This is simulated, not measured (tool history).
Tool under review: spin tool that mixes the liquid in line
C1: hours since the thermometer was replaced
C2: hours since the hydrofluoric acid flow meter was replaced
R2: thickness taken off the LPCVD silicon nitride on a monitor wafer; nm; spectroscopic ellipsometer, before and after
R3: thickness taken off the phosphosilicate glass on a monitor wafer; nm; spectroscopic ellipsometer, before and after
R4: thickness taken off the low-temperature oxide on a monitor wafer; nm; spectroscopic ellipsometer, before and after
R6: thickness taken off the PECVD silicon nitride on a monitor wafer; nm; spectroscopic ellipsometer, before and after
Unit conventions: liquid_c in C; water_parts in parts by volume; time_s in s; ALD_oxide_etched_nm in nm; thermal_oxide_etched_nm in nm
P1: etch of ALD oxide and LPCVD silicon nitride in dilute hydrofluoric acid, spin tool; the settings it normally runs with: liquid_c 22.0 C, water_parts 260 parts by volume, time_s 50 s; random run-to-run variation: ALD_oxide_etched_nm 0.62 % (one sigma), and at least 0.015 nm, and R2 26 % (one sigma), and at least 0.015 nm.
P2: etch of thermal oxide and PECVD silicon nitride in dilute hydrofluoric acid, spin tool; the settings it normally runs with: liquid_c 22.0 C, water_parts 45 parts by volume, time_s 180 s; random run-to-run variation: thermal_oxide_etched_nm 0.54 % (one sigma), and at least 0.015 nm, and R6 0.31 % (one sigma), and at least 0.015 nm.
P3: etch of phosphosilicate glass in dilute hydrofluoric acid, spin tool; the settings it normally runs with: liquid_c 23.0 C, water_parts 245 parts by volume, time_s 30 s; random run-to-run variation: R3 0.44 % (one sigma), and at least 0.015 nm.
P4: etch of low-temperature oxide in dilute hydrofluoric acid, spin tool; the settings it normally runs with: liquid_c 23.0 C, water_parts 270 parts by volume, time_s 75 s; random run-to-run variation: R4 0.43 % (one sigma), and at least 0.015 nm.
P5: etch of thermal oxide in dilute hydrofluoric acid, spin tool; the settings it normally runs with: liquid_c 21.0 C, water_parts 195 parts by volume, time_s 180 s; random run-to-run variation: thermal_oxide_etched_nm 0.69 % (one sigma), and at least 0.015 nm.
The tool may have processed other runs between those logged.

{"run": 1, "hour": 5.2, "process": "P1", "liquid_c": 22.0, "water_parts": 260, "time_s": 50, "C1": 615.2, "C2": 1274.7, "ALD_oxide_etched_nm": 4.4425, "R2": 0.070849}
{"run": 2, "hour": 9.4, "process": "P1", "liquid_c": 22.0, "water_parts": 360, "time_s": 80, "C1": 619.4, "C2": 1278.9, "ALD_oxide_etched_nm": 4.7218, "R2": 0.092204}
{"run": 3, "hour": 12.7, "process": "P1", "liquid_c": 22.0, "water_parts": 260, "time_s": 50, "C1": 622.7, "C2": 1282.2, "ALD_oxide_etched_nm": 4.493, "R2": 0.048434}
{"run": 4, "hour": 16.3, "process": "P1", "liquid_c": 22.0, "water_parts": 260, "time_s": 50, "C1": 626.3, "C2": 1285.8, "ALD_oxide_etched_nm": 4.4712, "R2": 0.069175}
{"run": 5, "hour": 22.1, "process": "P3", "liquid_c": 23.0, "water_parts": 440, "time_s": 30, "C1": 632.1, "C2": 1291.6, "R3": 7.9292}
{"run": 6, "hour": 24.8, "process": "P3", "liquid_c": 23.0, "water_parts": 245, "time_s": 15, "C1": 634.8, "C2": 1294.3, "R3": 8.4249}
{"run": 7, "hour": 29.6, "process": "P4", "liquid_c": 23.0, "water_parts": 455, "time_s": 75, "C1": 639.6, "C2": 1299.1, "R4": 2.4748}
{"run": 8, "hour": 32.9, "process": "P3", "liquid_c": 29.0, "water_parts": 245, "time_s": 30, "C1": 642.9, "C2": 1302.4, "R3": 20.931}
{"run": 9, "hour": 38.7, "process": "P1", "liquid_c": 28.0, "water_parts": 260, "time_s": 50, "C1": 648.7, "C2": 1308.2, "ALD_oxide_etched_nm": 5.5423, "R2": 0.12169}
{"run": 10, "hour": 42.2, "process": "P4", "liquid_c": 23.0, "water_parts": 270, "time_s": 150, "C1": 652.2, "C2": 1311.7, "R4": 9.8295}
{"run": 11, "hour": 47.2, "process": "P1", "liquid_c": 18.5, "water_parts": 260, "time_s": 50, "C1": 657.2, "C2": 1316.7, "ALD_oxide_etched_nm": 3.9491, "R2": 0.051473}
{"run": 12, "hour": 50.3, "process": "P1", "liquid_c": 22.0, "water_parts": 260, "time_s": 50, "C1": 660.3, "C2": 1319.8, "ALD_oxide_etched_nm": 4.5057, "R2": 0.11869}
{"run": 13, "hour": 55.7, "process": "P1", "liquid_c": 22.0, "water_parts": 260, "time_s": 80, "C1": 665.7, "C2": 1325.2, "ALD_oxide_etched_nm": 7.1503, "R2": 0.10378}
{"run": 14, "hour": 58.3, "process": "P2", "liquid_c": 22.0, "water_parts": 20, "time_s": 180, "C1": 668.3, "C2": 1327.8, "thermal_oxide_etched_nm": 45.309, "R6": 42.018}
{"run": 15, "hour": 62.5, "process": "P2", "liquid_c": 22.0, "water_parts": 45, "time_s": 285, "C1": 672.5, "C2": 1332.0, "thermal_oxide_etched_nm": 30.528, "R6": 30.492}
{"run": 16, "hour": 68.4, "process": "P4", "liquid_c": 23.0, "water_parts": 270, "time_s": 75, "C1": 678.4, "C2": 1337.9, "R4": 4.896}
{"run": 17, "hour": 73.1, "process": "P1", "liquid_c": 22.0, "water_parts": 260, "time_s": 50, "C1": 683.1, "C2": 1342.6, "ALD_oxide_etched_nm": 4.4894, "R2": 0.087136}
{"run": 18, "hour": 78.3, "process": "P1", "liquid_c": 22.0, "water_parts": 260, "time_s": 50, "C1": 688.3, "C2": 1347.8, "ALD_oxide_etched_nm": 4.5017, "R2": 0.068436}
{"run": 19, "hour": 82.1, "process": "P1", "liquid_c": 22.0, "water_parts": 260, "time_s": 15, "C1": 692.1, "C2": 1351.6, "ALD_oxide_etched_nm": 1.3854, "R2": 0.029724}
{"run": 20, "hour": 86.2, "process": "P2", "liquid_c": 17.0, "water_parts": 45, "time_s": 180, "C1": 696.2, "C2": 1355.7, "thermal_oxide_etched_nm": 15.714, "R6": 13.585}
{"run": 21, "hour": 90.7, "process": "P3", "liquid_c": 23.0, "water_parts": 245, "time_s": 30, "C1": 700.7, "C2": 1360.2, "R3": 16.865}
{"run": 22, "hour": 93.8, "process": "P1", "liquid_c": 22.0, "water_parts": 130, "time_s": 95, "C1": 703.8, "C2": 1363.3, "ALD_oxide_etched_nm": 19.252, "R2": 0.41098}
{"run": 23, "hour": 97.0, "process": "P1", "liquid_c": 22.0, "water_parts": 415, "time_s": 50, "C1": 707.0, "C2": 1366.5, "ALD_oxide_etched_nm": 2.4811, "R2": 0.030732}
{"run": 24, "hour": 101.5, "process": "P5", "liquid_c": 21.0, "water_parts": 195, "time_s": 345, "C1": 711.5, "C2": 1371.0, "thermal_oxide_etched_nm": 6.8888}
{"run": 25, "hour": 105.9, "process": "P5", "liquid_c": 21.0, "water_parts": 195, "time_s": 180, "C1": 715.9, "C2": 1375.4, "thermal_oxide_etched_nm": 3.4737}
{"run": 26, "hour": 109.9, "process": "P2", "liquid_c": 22.0, "water_parts": 45, "time_s": 180, "C1": 719.9, "C2": 1379.4, "thermal_oxide_etched_nm": 19.474, "R6": 19.259}
{"run": 27, "hour": 114.4, "process": "P5", "liquid_c": 17.0, "water_parts": 195, "time_s": 180, "C1": 724.4, "C2": 1383.9, "thermal_oxide_etched_nm": 3.0444}
{"run": 28, "hour": 118.9, "process": "P5", "liquid_c": 21.0, "water_parts": 40, "time_s": 180, "C1": 728.9, "C2": 1388.4, "thermal_oxide_etched_nm": 20.695}
{"run": 29, "hour": 121.5, "process": "P1", "liquid_c": 28.0, "water_parts": 260, "time_s": 80, "C1": 731.5, "C2": 1391.0, "ALD_oxide_etched_nm": 8.8441, "R2": 0.16664}
{"run": 30, "hour": 126.1, "process": "P4", "liquid_c": 23.0, "water_parts": 270, "time_s": 75, "C1": 736.1, "C2": 1395.6, "R4": 4.8869}
{"run": 31, "hour": 129.4, "process": "P4", "liquid_c": 17.0, "water_parts": 270, "time_s": 75, "C1": 739.4, "C2": 1398.9, "R4": 3.9011}
{"run": 32, "hour": 134.7, "process": "P1", "liquid_c": 22.0, "water_parts": 130, "time_s": 50, "C1": 744.7, "C2": 1404.2, "ALD_oxide_etched_nm": 10.274, "R2": 0.21493}
{"run": 33, "hour": 139.8, "process": "P2", "liquid_c": 22.0, "water_parts": 45, "time_s": 180, "C1": 749.8, "C2": 1409.3, "thermal_oxide_etched_nm": 19.369, "R6": 19.19}
{"run": 34, "hour": 143.1, "process": "P1", "liquid_c": 22.0, "water_parts": 260, "time_s": 50, "C1": 753.1, "C2": 1412.6, "ALD_oxide_etched_nm": 4.4629, "R2": 0.047485}
{"run": 35, "hour": 146.2, "process": "P1", "liquid_c": 22.0, "water_parts": 260, "time_s": 50, "C1": 756.2, "C2": 1415.7, "ALD_oxide_etched_nm": 4.3902, "R2": 0.10857}
{"run": 36, "hour": 149.9, "process": "P1", "liquid_c": 22.0, "water_parts": 260, "time_s": 50, "C1": 759.9, "C2": 1419.4, "ALD_oxide_etched_nm": 4.2457, "R2": 0.10266}
{"run": 37, "hour": 153.0, "process": "P1", "liquid_c": 22.0, "water_parts": 260, "time_s": 50, "C1": 763.0, "C2": 1422.5, "ALD_oxide_etched_nm": 4.2347, "R2": 0.056732}
{"run": 38, "hour": 155.5, "process": "P1", "liquid_c": 22.0, "water_parts": 260, "time_s": 50, "C1": 765.5, "C2": 1425.0, "ALD_oxide_etched_nm": 4.2388, "R2": 0.07805}
{"run": 39, "hour": 160.7, "process": "P1", "liquid_c": 22.0, "water_parts": 260, "time_s": 50, "C1": 770.7, "C2": 1430.2, "ALD_oxide_etched_nm": 4.2331, "R2": 0.11856}
{"run": 40, "hour": 166.6, "process": "P1", "liquid_c": 22.0, "water_parts": 260, "time_s": 50, "C1": 776.6, "C2": 1436.1, "ALD_oxide_etched_nm": 4.1616, "R2": 0.079693}
{"run": 41, "hour": 172.0, "process": "P1", "liquid_c": 22.0, "water_parts": 260, "time_s": 50, "C1": 782.0, "C2": 1441.5, "ALD_oxide_etched_nm": 4.1496, "R2": 0.076469}
{"run": 42, "hour": 177.9, "process": "P1", "liquid_c": 22.0, "water_parts": 260, "time_s": 50, "C1": 787.9, "C2": 1447.4, "ALD_oxide_etched_nm": 4.1494, "R2": 0.060993}

P1 no longer gives what it gave before; its output has crept away from where it was. The following 2 causes, each at its listed size, fit the log equally well:
A: hydrofluoric acid flow below the setpoint (%) = 6.22
B: liquid colder than its thermometer reads (K) = 2.19
Creep in the process output first set in at about hour 143.1.

Question marks stand in for the results of the 4 check runs listed below, each run on one wafer. Under which run would the listed causes show clearly different results?
{"run": "check 1", "hour": 183.8, "process": "P5", "liquid_c": 21.0, "water_parts": 195, "time_s": 180, "thermal_oxide_etched_nm": "?"}
{"run": "check 2", "hour": 183.8, "process": "P3", "liquid_c": 23.0, "water_parts": 245, "time_s": 30, "R3": "?"}
{"run": "check 3", "hour": 183.8, "process": "P4", "liquid_c": 23.0, "water_parts": 270, "time_s": 75, "R4": "?"}
{"run": "check 4", "hour": 183.8, "process": "P2", "liquid_c": 22.0, "water_parts": 45, "time_s": 180, "thermal_oxide_etched_nm": "?", "R6": "?"}

How each check would come out, cause by cause:
check=check_1 result=thermal_oxide_etched_nm if_A=3.2783 if_B=3.2530
check=check_2 result=R3 if_A=15.6360 if_B=15.6320
check=check_3 result=R4 if_A=4.5196 if_B=4.5294
check=check_4 result=thermal_oxide_etched_nm if_A=18.1060 if_B=17.6630
check=check_4 result=R6 if_A=18.001 if_B=16.468
Per-check spread between the two closest causes, in the result where they differ most: check 1 0.77 %; check 2 0.02 %; check 3 0.22 %; check 4 8.9 %
Of the check runs offered, only check 4 discriminates between the causes; the rest would read about the same regardless of which cause applies.

Check 4 was then run and gave: thermal_oxide_etched_nm 17.5430 nm; R6 16.478 nm. Which cause is it?

The cause is B: liquid colder than its thermometer reads (K).

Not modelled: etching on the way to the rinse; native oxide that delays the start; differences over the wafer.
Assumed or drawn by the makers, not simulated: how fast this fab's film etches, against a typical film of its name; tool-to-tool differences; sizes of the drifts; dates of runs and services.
